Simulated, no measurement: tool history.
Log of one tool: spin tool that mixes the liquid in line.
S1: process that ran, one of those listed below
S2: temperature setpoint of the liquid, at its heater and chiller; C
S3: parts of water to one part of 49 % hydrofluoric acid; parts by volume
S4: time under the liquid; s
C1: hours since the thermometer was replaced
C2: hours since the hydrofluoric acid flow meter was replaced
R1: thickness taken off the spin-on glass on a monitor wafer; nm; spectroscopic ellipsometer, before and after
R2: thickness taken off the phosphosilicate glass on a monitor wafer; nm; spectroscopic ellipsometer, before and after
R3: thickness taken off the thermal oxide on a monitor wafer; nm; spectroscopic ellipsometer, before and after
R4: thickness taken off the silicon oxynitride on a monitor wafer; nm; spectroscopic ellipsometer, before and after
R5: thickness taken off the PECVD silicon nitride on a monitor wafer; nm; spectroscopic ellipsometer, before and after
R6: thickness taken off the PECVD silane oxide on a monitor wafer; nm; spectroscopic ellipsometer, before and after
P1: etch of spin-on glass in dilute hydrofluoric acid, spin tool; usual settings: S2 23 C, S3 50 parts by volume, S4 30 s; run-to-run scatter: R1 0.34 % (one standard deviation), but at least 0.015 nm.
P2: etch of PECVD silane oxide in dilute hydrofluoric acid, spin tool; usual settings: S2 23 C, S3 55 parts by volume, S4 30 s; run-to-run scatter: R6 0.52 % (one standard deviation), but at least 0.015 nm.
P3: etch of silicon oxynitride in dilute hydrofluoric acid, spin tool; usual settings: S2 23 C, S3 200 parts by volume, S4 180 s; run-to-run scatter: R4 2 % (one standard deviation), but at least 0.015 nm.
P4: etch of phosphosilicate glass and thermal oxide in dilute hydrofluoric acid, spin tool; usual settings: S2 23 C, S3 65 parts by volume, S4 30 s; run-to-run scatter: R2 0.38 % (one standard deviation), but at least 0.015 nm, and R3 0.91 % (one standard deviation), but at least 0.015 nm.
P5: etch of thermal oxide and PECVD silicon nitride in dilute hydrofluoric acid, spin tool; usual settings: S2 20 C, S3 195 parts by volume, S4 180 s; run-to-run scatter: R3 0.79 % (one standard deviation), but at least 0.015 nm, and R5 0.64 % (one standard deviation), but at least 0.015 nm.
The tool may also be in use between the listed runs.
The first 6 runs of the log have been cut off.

run   hour  S1  S2   S3   S4      C1      C2      R1      R2       R3      R4       R5      R6
  7   54.1  P1  23   50   30  1591.9  1351.1  20.511
  8   63.7  P1  23   50   50  1601.5  1360.7      34
  9   73.9  P5  20  195   25  1611.7  1370.9                  0.47288          0.45823
 10   79.3  P5  17  195  180  1617.1  1376.3                   3.0504           2.7589
 11   88.3  P1  18   50   30  1626.1  1385.3  16.602
 12   94.4  P1  23   50   15  1632.2  1391.4  10.232
 13  101.8  P1  23   50   30  1639.6  1398.8  20.312
 14  107.1  P4  23   65   30  1644.9  1404.1          44.292   2.1578
 15    118  P3  29  200  180  1655.8    1415                           1.8818
 16  128.9  P2  23   55   30  1666.7  1425.9                                            14.832
 17  139.8  P4  17   65   30  1677.6  1436.8          34.366   1.6741
 18  150.8  P1  28   50   30  1688.6  1447.8  25.104
 19  157.7  P2  23   55   15  1695.5  1454.7                                            7.4716
 20  165.9  P1  23   50   30  1703.7  1462.9  20.461
 21  177.6  P1  23   30   30  1715.4  1474.6  34.959
 22  185.5  P2  30   55   30  1723.3  1482.5                                            19.596
 23  192.4  P5  20  120  180  1730.2  1489.4                   5.9726           5.3902
 24  201.7  P3  23  200  180  1739.5  1498.7                           1.4233
 25    211  P1  23   50   30  1748.8    1508  20.419
 26  217.3  P3  23  200  350  1755.1  1514.3                           2.8583

Estimate the outcome of run 27 from the log above:
 27  223.1  P2  23  20  30  1760.9  1520.1                       ?

Run 27 produced R6 42.709 nm.
